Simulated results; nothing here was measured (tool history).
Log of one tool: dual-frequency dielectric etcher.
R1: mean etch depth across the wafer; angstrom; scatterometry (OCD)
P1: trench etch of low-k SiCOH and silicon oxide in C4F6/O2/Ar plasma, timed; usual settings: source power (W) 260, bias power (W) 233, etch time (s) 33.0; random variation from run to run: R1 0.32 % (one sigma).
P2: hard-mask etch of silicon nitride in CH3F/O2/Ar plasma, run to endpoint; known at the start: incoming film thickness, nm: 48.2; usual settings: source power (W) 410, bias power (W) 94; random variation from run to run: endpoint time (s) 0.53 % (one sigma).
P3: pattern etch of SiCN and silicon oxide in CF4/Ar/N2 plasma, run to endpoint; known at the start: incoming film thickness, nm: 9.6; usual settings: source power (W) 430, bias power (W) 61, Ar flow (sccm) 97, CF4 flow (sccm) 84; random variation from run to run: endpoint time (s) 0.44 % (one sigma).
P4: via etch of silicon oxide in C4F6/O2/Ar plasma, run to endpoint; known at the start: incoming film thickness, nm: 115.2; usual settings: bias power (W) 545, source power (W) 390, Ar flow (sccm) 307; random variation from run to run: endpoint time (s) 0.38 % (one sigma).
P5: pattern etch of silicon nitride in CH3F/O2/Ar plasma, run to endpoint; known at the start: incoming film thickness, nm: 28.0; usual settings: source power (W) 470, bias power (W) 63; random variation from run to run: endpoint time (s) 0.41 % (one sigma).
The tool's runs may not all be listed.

Run 1, day 0.479: process that ran P1, source power (W) 260, bias power (W) 233, etch time (s) 33.0. Result: R1 978.28 angstrom.
Run 2, day 0.842: process that ran P1, source power (W) 260, bias power (W) 233, etch time (s) 33.0. Result: R1 980.75 angstrom.
Run 3, day 1.233: process that ran P4, source power (W) 390, bias power (W) 545, Ar flow (sccm) 307. Result: endpoint time (s) 24.8300.
Run 4, day 1.742: process that ran P4, source power (W) 390, bias power (W) 545, Ar flow (sccm) 410. Result: endpoint time (s) 25.6410.
Run 5, day 2.117: process that ran P2, source power (W) 570, bias power (W) 94. Result: endpoint time (s) 57.1410.
Run 6, day 2.688: process that ran P1, source power (W) 330, bias power (W) 233, etch time (s) 45.0. Result: R1 1468.90 angstrom.
At day 2.775: bias power generator calibrated.
Run 7, day 3.075: process that ran P5, source power (W) 470, bias power (W) 63. Result: endpoint time (s) 41.2090.
Run 8, day 3.688: process that ran P1, source power (W) 260, bias power (W) 233, etch time (s) 33.0. Result: R1 976.10 angstrom.
Run 9, day 4.196: process that ran P1, source power (W) 320, bias power (W) 233, etch time (s) 33.0. Result: R1 1061.10 angstrom.
Run 10, day 4.854: process that ran P2, source power (W) 410, bias power (W) 94. Result: endpoint time (s) 64.7320.
Run 11, day 5.154: process that ran P3, source power (W) 610, bias power (W) 61, Ar flow (sccm) 97, CF4 flow (sccm) 84. Result: endpoint time (s) 8.3556.
Run 12, day 5.483: process that ran P1, source power (W) 350, bias power (W) 233, etch time (s) 26.5. Result: R1 880.57 angstrom.
Run 13, day 5.829: process that ran P1, source power (W) 180, bias power (W) 233, etch time (s) 33.0. Result: R1 852.38 angstrom.
At day 6.008: wet clean of the chamber.
Run 14, day 6.454: process that ran P3, source power (W) 430, bias power (W) 61, Ar flow (sccm) 63, CF4 flow (sccm) 84. Result: endpoint time (s) 10.8750.
Run 15, day 7.012: process that ran P4, source power (W) 390, bias power (W) 697, Ar flow (sccm) 307. Result: endpoint time (s) 22.6760.
Run 16, day 7.592: process that ran P2, source power (W) 410, bias power (W) 94. Result: endpoint time (s) 64.9950.
Run 17, day 8.138: process that ran P3, source power (W) 430, bias power (W) 85, Ar flow (sccm) 97, CF4 flow (sccm) 84. Result: endpoint time (s) 10.4220.
Run 18, day 8.629: process that ran P4, source power (W) 230, bias power (W) 545, Ar flow (sccm) 307. Result: endpoint time (s) 30.2080.
Run 19, day 9.129: process that ran P1, source power (W) 260, bias power (W) 323, etch time (s) 33.0. Result: R1 1094.30 angstrom.
Run 20, day 9.575: process that ran P1, source power (W) 260, bias power (W) 233, etch time (s) 33.0. Result: R1 978.71 angstrom.
Run 21, day 9.896: process that ran P1, source power (W) 170, bias power (W) 233, etch time (s) 18.5. Result: R1 466.34 angstrom.
Run 22, day 10.362: process that ran P5, source power (W) 470, bias power (W) 63. Result: endpoint time (s) 40.9480.
Run 23, day 10.750: process that ran P1, source power (W) 260, bias power (W) 233, etch time (s) 33.0. Result: R1 974.71 angstrom.
Run 24, day 11.129: process that ran P5, source power (W) 470, bias power (W) 82. Result: endpoint time (s) 37.4960.
Run 25, day 11.471: process that ran P2, source power (W) 410, bias power (W) 133. Result: endpoint time (s) 56.2300.
Run 26, day 12.129: process that ran P1, source power (W) 260, bias power (W) 233, etch time (s) 42.0. Result: R1 1249.40 angstrom.
Run 27, day 12.679: process that ran P1, source power (W) 260, bias power (W) 233, etch time (s) 18.0. Result: R1 537.88 angstrom.
Run 28, day 13.317: process that ran P3, source power (W) 430, bias power (W) 61, Ar flow (sccm) 97, CF4 flow (sccm) 84. Result: endpoint time (s) 11.5840.
Run 29, day 13.800: process that ran P3, source power (W) 430, bias power (W) 61, Ar flow (sccm) 97, CF4 flow (sccm) 52. Result: endpoint time (s) 12.4840.
Run 30, day 14.112: process that ran P1, source power (W) 260, bias power (W) 233, etch time (s) 33.0. Result: R1 981.52 angstrom.
Run 31, day 14.679: process that ran P3, source power (W) 430, bias power (W) 61, Ar flow (sccm) 97, CF4 flow (sccm) 84. Result: endpoint time (s) 11.4510.
Run 32, day 15.267: process that ran P1, source power (W) 260, bias power (W) 153, etch time (s) 33.0. Result: R1 852.75 angstrom.
Run 33, day 15.638: process that ran P5, source power (W) 570, bias power (W) 63. Result: endpoint time (s) 38.3220.
Run 34, day 16.017: process that ran P1, source power (W) 260, bias power (W) 233, etch time (s) 33.0. Result: R1 978.63 angstrom.
Run 35, day 16.583: process that ran P1, source power (W) 260, bias power (W) 233, etch time (s) 33.0. Result: R1 986.26 angstrom.
Run 36, day 17.083: process that ran P1, source power (W) 260, bias power (W) 233, etch time (s) 33.0. Result: R1 991.43 angstrom.
Run 37, day 17.525: process that ran P1, source power (W) 260, bias power (W) 233, etch time (s) 33.0. Result: R1 988.39 angstrom.
Run 38, day 17.971: process that ran P1, source power (W) 260, bias power (W) 233, etch time (s) 33.0. Result: R1 997.93 angstrom.
At day 18.279: wet clean of the chamber.
Run 39, day 18.383: process that ran P1, source power (W) 260, bias power (W) 233, etch time (s) 33.0. Result: R1 993.85 angstrom.
Run 40, day 18.971: process that ran P1, source power (W) 260, bias power (W) 233, etch time (s) 33.0. Result: R1 999.38 angstrom.
Run 41, day 19.592: process that ran P1, source power (W) 260, bias power (W) 233, etch time (s) 33.0. Result: R1 996.14 angstrom.
Run 42, day 20.112: process that ran P1, source power (W) 260, bias power (W) 233, etch time (s) 33.0. Result: R1 991.22 angstrom.
Run 43, day 20.496: process that ran P1, source power (W) 260, bias power (W) 233, etch time (s) 33.0. Result: R1 997.83 angstrom.
Run 44, day 21.042: process that ran P1, source power (W) 260, bias power (W) 233, etch time (s) 33.0. Result: R1 999.78 angstrom.

What P1 gives has crept away from where it was. These 2 causes fit the log equally well, each at the size given:
A: source power that arrives over what is set, % = 4.34
B: bias power that arrives over what is set, % = 4.81
The creep began at about day 16.017.
Why every other cause is out:
chamber walls in a state that raises the etch rate, %: serviced at day 18.279, which brought nothing back

4 check runs are offered, each on 2 wafers whose results are averaged, their results left as question marks. Which one tells the causes apart?
Run check 1, day 21.588: process that ran P5, source power (W) 470, bias power (W) 75. Result: endpoint time (s) ?.
Run check 2, day 21.588: process that ran P3, source power (W) 510, bias power (W) 61, Ar flow (sccm) 97, CF4 flow (sccm) 84. Result: endpoint time (s) ?.
Run check 3, day 21.588: process that ran P2, source power (W) 410, bias power (W) 127. Result: endpoint time (s) ?.
Run check 4, day 21.588: process that ran P4, source power (W) 390, bias power (W) 545, Ar flow (sccm) 405. Result: endpoint time (s) ?.

What each check would give under each cause:
  check             result     if A     if B
check 1  endpoint time (s)  38.2000  38.2010
check 2  endpoint time (s)   9.5629   9.7870
check 3  endpoint time (s)  56.8550  56.7190
check 4  endpoint time (s)  25.2310  25.1750
How far apart the two closest causes lie, in the result that separates them most: check 1 0 %; check 2 2.32 %; check 3 0.24 %; check 4 0.22 %
Check 2 tells the causes apart: in the others they would give nearly the same result.

Check 2 was then run and gave: endpoint time (s) 9.8017. Which cause is it?

It is B: bias power that arrives over what is set, %.
